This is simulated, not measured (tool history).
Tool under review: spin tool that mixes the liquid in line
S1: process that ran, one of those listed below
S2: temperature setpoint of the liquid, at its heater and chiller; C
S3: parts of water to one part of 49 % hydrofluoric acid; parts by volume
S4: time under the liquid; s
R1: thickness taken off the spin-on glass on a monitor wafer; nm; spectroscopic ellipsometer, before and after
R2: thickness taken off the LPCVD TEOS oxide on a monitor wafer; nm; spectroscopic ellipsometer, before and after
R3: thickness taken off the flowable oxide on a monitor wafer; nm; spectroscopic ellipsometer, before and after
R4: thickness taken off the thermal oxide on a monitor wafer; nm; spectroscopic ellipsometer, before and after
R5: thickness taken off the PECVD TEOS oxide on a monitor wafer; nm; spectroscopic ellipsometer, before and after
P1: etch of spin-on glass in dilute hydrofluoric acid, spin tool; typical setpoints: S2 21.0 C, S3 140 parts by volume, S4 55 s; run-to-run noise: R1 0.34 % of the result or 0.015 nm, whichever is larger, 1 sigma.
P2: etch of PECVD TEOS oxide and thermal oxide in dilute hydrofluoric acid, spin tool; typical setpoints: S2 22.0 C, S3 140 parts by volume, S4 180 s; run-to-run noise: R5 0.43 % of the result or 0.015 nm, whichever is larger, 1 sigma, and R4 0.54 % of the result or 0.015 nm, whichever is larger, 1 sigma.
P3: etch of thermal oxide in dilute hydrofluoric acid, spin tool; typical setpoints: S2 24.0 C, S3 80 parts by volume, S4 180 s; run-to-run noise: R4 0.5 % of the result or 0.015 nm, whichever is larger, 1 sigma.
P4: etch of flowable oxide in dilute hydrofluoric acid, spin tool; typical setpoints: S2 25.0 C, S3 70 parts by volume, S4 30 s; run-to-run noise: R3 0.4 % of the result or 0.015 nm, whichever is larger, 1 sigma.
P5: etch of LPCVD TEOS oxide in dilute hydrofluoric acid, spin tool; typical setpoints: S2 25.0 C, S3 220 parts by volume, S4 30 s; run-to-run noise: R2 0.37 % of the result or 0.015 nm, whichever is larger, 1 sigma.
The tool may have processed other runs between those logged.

| run | hour | S1 | S2 | S3 | S4 | R1 | R2 | R3 | R4 | R5 |
|---|---|---|---|---|---|---|---|---|---|---|
| 1 | 2.4 | P1 | 21.0 | 140 | 55 | 10.7460 |  |  |  |  |
| 2 | 6.2 | P5 | 33.5 | 220 | 30 |  | 9.1564 |  |  |  |
| 3 | 10.1 | P4 | 31.0 | 70 | 30 |  |  | 14.9220 |  |  |
| 4 | 12.9 | P4 | 25.0 | 20 | 30 |  |  | 44.3550 |  |  |
| 5 | 15.4 | P1 | 21.0 | 140 | 15 | 2.9190 |  |  |  |  |
| 6 | 18.8 | P1 | 21.0 | 140 | 95 | 18.5670 |  |  |  |  |
| 7 | 21.9 | P3 | 24.0 | 80 | 180 |  |  |  | 10.49900 |  |
| 8 | 25.1 | P3 | 24.0 | 80 | 180 |  |  |  | 10.44800 |  |
| 9 | 27.5 | P1 | 25.5 | 140 | 55 | 12.7630 |  |  |  |  |
|  | 28.1 | hydrofluoric acid flow meter replaced |
| 10 | 29.7 | P5 | 25.0 | 380 | 30 |  | 3.3905 |  |  |  |
| 11 | 34.4 | P2 | 28.5 | 140 | 180 |  |  |  | 6.85230 | 12.23600 |
| 12 | 37.8 | P3 | 31.0 | 80 | 180 |  |  |  | 13.71400 |  |
| 13 | 42.4 | P2 | 22.0 | 140 | 180 |  |  |  | 5.35100 | 9.61230 |
| 14 | 46.9 | P5 | 25.0 | 220 | 60 |  | 13.6610 |  |  |  |
| 15 | 51.3 | P1 | 21.0 | 245 | 55 | 5.5508 |  |  |  |  |
| 16 | 54.1 | P2 | 22.0 | 140 | 15 |  |  |  | 0.45928 | 0.78833 |
| 17 | 57.2 | P1 | 21.0 | 140 | 55 | 10.7240 |  |  |  |  |
| 18 | 59.9 | P3 | 24.0 | 145 | 180 |  |  |  | 5.38300 |  |
| 19 | 63.3 | P1 | 26.0 | 210 | 55 | 7.9984 |  |  |  |  |
| 20 | 65.5 | P1 | 21.0 | 140 | 55 | 10.7150 |  |  |  |  |
| 21 | 67.7 | P4 | 25.0 | 70 | 30 |  |  | 11.7910 |  |  |
| 22 | 70.1 | P1 | 21.0 | 140 | 55 | 10.7420 |  |  |  |  |
| 23 | 72.5 | P2 | 22.0 | 140 | 180 |  |  |  | 5.34170 | 9.58320 |
| 24 | 75.0 | P1 | 21.0 | 65 | 55 | 25.2890 |  |  |  |  |
| 25 | 78.6 | P2 | 22.0 | 255 | 180 |  |  |  | 2.58570 | 4.63060 |
| 26 | 81.7 | P4 | 25.0 | 70 | 15 |  |  | 5.9242 |  |  |
| 27 | 84.9 | P1 | 21.0 | 140 | 55 | 10.7670 |  |  |  |  |
| 28 | 89.4 | P1 | 17.0 | 140 | 55 | 9.1298 |  |  |  |  |
| 29 | 93.5 | P5 | 25.0 | 220 | 30 |  | 6.8095 |  |  |  |
| 30 | 96.9 | P3 | 24.0 | 80 | 360 |  |  |  | 20.92800 |  |
| 31 | 100.7 | P4 | 25.0 | 70 | 30 |  |  | 11.7970 |  |  |
| 32 | 103.2 | P1 | 21.0 | 140 | 55 | 10.7530 |  |  |  |  |

What does the tool deliver on the next run?
| 33 | 107.8 | P1 | 21.0 | 140 | 55 | ? |  |  |  |  |

R1: 10.3060 nm
